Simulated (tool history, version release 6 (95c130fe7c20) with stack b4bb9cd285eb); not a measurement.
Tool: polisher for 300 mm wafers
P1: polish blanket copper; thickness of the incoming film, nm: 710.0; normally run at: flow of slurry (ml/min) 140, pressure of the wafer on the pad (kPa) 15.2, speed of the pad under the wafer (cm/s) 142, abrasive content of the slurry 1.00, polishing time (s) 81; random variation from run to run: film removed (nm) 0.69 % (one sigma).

run	hour	flow of slurry (ml/min)	pressure of the wafer on the pad (kPa)	speed of the pad under the wafer (cm/s)	abrasive content of the slurry	polishing time (s)	film removed (nm)
1	5.8	140	15.2	142	1.00	81	230.03
2	9.6	140	15.2	142	0.65	81	210.43
3	16.5	140	15.2	142	1.00	81	230.28
4	24.0	140	24.1	142	1.00	81	365.95
5	29.5	140	15.2	68	1.00	81	110.47
6	33.4	140	15.2	142	1.00	40	114.63
7	38.1	140	15.2	180	1.20	81	303.57
8	43.2	140	15.2	222	1.00	81	361.96
9	49.9	140	15.2	142	1.00	81	231.63
10	53.7	140	15.2	142	1.00	81	226.40
11	58.1	140	11.0	142	1.00	81	166.68
12	65.1	140	15.2	142	1.00	81	227.74
13	70.6	85	15.2	142	1.00	81	205.91
# hour 71.1: head pressure recalibrated
14	78.1	180	15.2	142	1.00	81	239.91
15	82.2	140	15.2	142	1.00	81	227.76
16	88.5	140	15.2	142	1.35	81	244.16
17	93.0	140	15.2	142	1.00	124	349.46
18	97.3	185	15.2	142	1.20	81	251.08
19	100.9	140	15.2	142	1.00	81	228.73
20	107.9	140	15.2	142	1.00	81	223.74
21	111.6	140	15.2	142	1.00	81	225.08
22	116.4	140	15.2	142	1.00	81	219.08
23	120.3	140	15.2	142	1.00	81	219.70
# hour 124.9: slurry blender recalibrated
24	128.1	140	15.2	142	1.00	81	215.52

Run 25 comes next. What will it give?
25	134.9	140	15.2	142	1.00	81	?

Run 25 gave film removed (nm) 214.19.
